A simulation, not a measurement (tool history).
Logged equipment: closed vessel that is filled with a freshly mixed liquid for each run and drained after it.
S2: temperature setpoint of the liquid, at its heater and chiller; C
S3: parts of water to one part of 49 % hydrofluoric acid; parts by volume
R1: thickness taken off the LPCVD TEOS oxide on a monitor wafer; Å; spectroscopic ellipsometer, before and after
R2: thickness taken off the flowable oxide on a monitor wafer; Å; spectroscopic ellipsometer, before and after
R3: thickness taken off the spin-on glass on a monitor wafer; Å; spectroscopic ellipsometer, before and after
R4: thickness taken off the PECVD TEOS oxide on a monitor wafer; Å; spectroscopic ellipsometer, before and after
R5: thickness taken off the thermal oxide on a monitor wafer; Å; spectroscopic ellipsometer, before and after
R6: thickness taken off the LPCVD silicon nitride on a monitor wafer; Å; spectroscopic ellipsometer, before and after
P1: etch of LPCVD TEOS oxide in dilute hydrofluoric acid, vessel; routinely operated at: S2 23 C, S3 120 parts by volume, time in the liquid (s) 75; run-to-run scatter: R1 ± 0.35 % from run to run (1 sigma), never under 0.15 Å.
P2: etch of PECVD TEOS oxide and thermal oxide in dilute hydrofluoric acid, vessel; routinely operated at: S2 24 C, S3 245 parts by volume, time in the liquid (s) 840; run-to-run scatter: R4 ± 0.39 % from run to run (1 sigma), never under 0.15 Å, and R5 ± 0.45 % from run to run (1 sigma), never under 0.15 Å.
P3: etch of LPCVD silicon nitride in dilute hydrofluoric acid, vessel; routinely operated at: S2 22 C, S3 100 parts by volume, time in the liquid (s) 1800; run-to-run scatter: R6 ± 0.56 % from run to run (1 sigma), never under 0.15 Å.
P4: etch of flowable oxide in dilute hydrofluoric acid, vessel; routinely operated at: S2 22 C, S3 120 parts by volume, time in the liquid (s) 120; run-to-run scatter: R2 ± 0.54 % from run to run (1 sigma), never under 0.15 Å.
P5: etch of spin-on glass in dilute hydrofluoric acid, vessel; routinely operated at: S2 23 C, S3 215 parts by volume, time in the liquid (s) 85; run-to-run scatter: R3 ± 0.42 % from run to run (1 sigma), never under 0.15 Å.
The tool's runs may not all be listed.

run 1 hour=14.8 | process_that_ran=P1 S2=23 S3=120 time_in_the_liquid_(s)=75 | R1=134.52
run 2 hour=27.3 | process_that_ran=P4 S2=27 S3=120 time_in_the_liquid_(s)=120 | R2=435.75
run 3 hour=40 | process_that_ran=P5 S2=23 S3=215 time_in_the_liquid_(s)=85 | R3=134.58
run 4 hour=46.8 | process_that_ran=P2 S2=24 S3=70 time_in_the_liquid_(s)=840 | R4=1307.4 R5=562.05
run 5 hour=56.3 | process_that_ran=P3 S2=22 S3=100 time_in_the_liquid_(s)=1800 | R6=70.992
run 6 hour=64.3 | process_that_ran=P2 S2=17.5 S3=245 time_in_the_liquid_(s)=840 | R4=239.17 R5=102.29
run 7 hour=78.3 | process_that_ran=P1 S2=23 S3=120 time_in_the_liquid_(s)=75 | R1=135.05
run 8 hour=84.7 | process_that_ran=P1 S2=29 S3=120 time_in_the_liquid_(s)=30 | R1=67.954
run 9 hour=93.5 | process_that_ran=P2 S2=24 S3=245 time_in_the_liquid_(s)=840 | R4=305.99 R5=129.98
run 10 hour=102.2 | process_that_ran=P1 S2=23 S3=120 time_in_the_liquid_(s)=75 | R1=134.22
run 11 hour=110.4 | process_that_ran=P4 S2=22 S3=120 time_in_the_liquid_(s)=120 | R2=355.7
run 12 hour=121.8 | process_that_ran=P4 S2=22 S3=120 time_in_the_liquid_(s)=45 | R2=134.28
run 13 hour=129.1 | process_that_ran=P3 S2=17 S3=100 time_in_the_liquid_(s)=1800 | R6=50.029
run 14 hour=140.3 | process_that_ran=P2 S2=24 S3=245 time_in_the_liquid_(s)=840 | R4=305.01 R5=130.96
run 15 hour=152.9 | process_that_ran=P1 S2=23 S3=165 time_in_the_liquid_(s)=30 | R1=37
run 16 hour=164 | process_that_ran=P1 S2=23 S3=120 time_in_the_liquid_(s)=75 | R1=134.16
run 17 hour=178.1 | process_that_ran=P5 S2=23 S3=215 time_in_the_liquid_(s)=85 | R3=134.53
run 18 hour=186.1 | process_that_ran=P1 S2=18.5 S3=120 time_in_the_liquid_(s)=75 | R1=111.77
run 19 hour=195.2 | process_that_ran=P2 S2=24 S3=245 time_in_the_liquid_(s)=45 | R4=16.353 R5=6.7449
run 20 hour=204.1 | process_that_ran=P1 S2=23 S3=120 time_in_the_liquid_(s)=75 | R1=133.32
run 21 hour=212.2 | process_that_ran=P5 S2=17.5 S3=215 time_in_the_liquid_(s)=85 | R3=109.11
run 22 hour=225.6 | process_that_ran=P3 S2=22 S3=100 time_in_the_liquid_(s)=3465 | R6=135.55
run 23 hour=235 | process_that_ran=P5 S2=23 S3=395 time_in_the_liquid_(s)=85 | R3=61.11
run 24 hour=244.4 | process_that_ran=P5 S2=23 S3=215 time_in_the_liquid_(s)=150 | R3=235.56
run 25 hour=256.5 | process_that_ran=P3 S2=22 S3=100 time_in_the_liquid_(s)=1800 | R6=70.836
run 26 hour=265 | process_that_ran=P3 S2=22 S3=180 time_in_the_liquid_(s)=1800 | R6=39.402
run 27 hour=273.1 | process_that_ran=P1 S2=23 S3=120 time_in_the_liquid_(s)=140 | R1=251.53
run 28 hour=282.7 | process_that_ran=P1 S2=26.5 S3=120 time_in_the_liquid_(s)=75 | R1=153.69
run 29 hour=294.5 | process_that_ran=P1 S2=23 S3=170 time_in_the_liquid_(s)=75 | R1=89.69
run 30 hour=308.7 | process_that_ran=P4 S2=22 S3=120 time_in_the_liquid_(s)=120 | R2=356.25
run 31 hour=317.5 | process_that_ran=P4 S2=22 S3=175 time_in_the_liquid_(s)=120 | R2=227.98
run 32 hour=332 | process_that_ran=P1 S2=23 S3=120 time_in_the_liquid_(s)=40 | R1=71.37
run 33 hour=338.9 | process_that_ran=P1 S2=23 S3=65 time_in_the_liquid_(s)=75 | R1=264.55
run 34 hour=349.5 | process_that_ran=P1 S2=23 S3=120 time_in_the_liquid_(s)=75 | R1=134.99
run 35 hour=362.3 | process_that_ran=P1 S2=23 S3=120 time_in_the_liquid_(s)=75 | R1=130.15
run 36 hour=374.5 | process_that_ran=P1 S2=23 S3=120 time_in_the_liquid_(s)=75 | R1=128.04
run 37 hour=388.6 | process_that_ran=P1 S2=23 S3=120 time_in_the_liquid_(s)=75 | R1=126.54
run 38 hour=401.4 | process_that_ran=P1 S2=23 S3=120 time_in_the_liquid_(s)=75 | R1=125.25
run 39 hour=412.7 | process_that_ran=P1 S2=23 S3=120 time_in_the_liquid_(s)=75 | R1=126.77
run 40 hour=424.2 | process_that_ran=P1 S2=23 S3=120 time_in_the_liquid_(s)=75 | R1=126.21
run 41 hour=436.4 | process_that_ran=P1 S2=23 S3=120 time_in_the_liquid_(s)=75 | R1=125.51

P1 no longer gives what it gave before; its output has crept away from where it was. The following 2 causes, each at its listed size, fit the log equally well:
A: hydrofluoric acid flow below the setpoint (%) = 5.72
B: liquid colder than its thermometer reads (K) = 1.7
The onset of the drift is placed at about hour 349.5.

4 check runs are offered, one wafer each, their results left as question marks. Which one tells the causes apart?
run check 1 hour=448.6 | process_that_ran=P4 S2=22 S3=160 time_in_the_liquid_(s)=120 | R2=?
run check 2 hour=448.6 | process_that_ran=P3 S2=22 S3=170 time_in_the_liquid_(s)=3325 | R6=?
run check 3 hour=448.6 | process_that_ran=P2 S2=18.5 S3=245 time_in_the_liquid_(s)=285 | R4=? R5=?
run check 4 hour=448.6 | process_that_ran=P5 S2=18 S3=215 time_in_the_liquid_(s)=85 | R3=?

What every check run would give for each of its results, assuming each possible cause in turn:
check=check_1 result=R2 if_A=238.24 if_B=238.93
check=check_2 result=R6 if_A=73.118 if_B=69.286
check=check_3 result=R4 if_A=78.561 if_B=79.077
check=check_3 result=R5 if_A=33.584 if_B=33.804
check=check_4 result=R3 if_A=103.26 if_B=103.64
Per check, the gap between the least separated pair of causes, taken in the result that splits them most: check 1 0.29 %; check 2 5.38 %; check 3 0.65 %; check 4 0.37 %
Of the check runs offered, only check 2 discriminates between the causes; the rest would read about the same regardless of which cause applies.

Then check 2 was run and gave: R6 73.041 Å. Which cause is it?

A is the cause: hydrofluoric acid flow below the setpoint (%).

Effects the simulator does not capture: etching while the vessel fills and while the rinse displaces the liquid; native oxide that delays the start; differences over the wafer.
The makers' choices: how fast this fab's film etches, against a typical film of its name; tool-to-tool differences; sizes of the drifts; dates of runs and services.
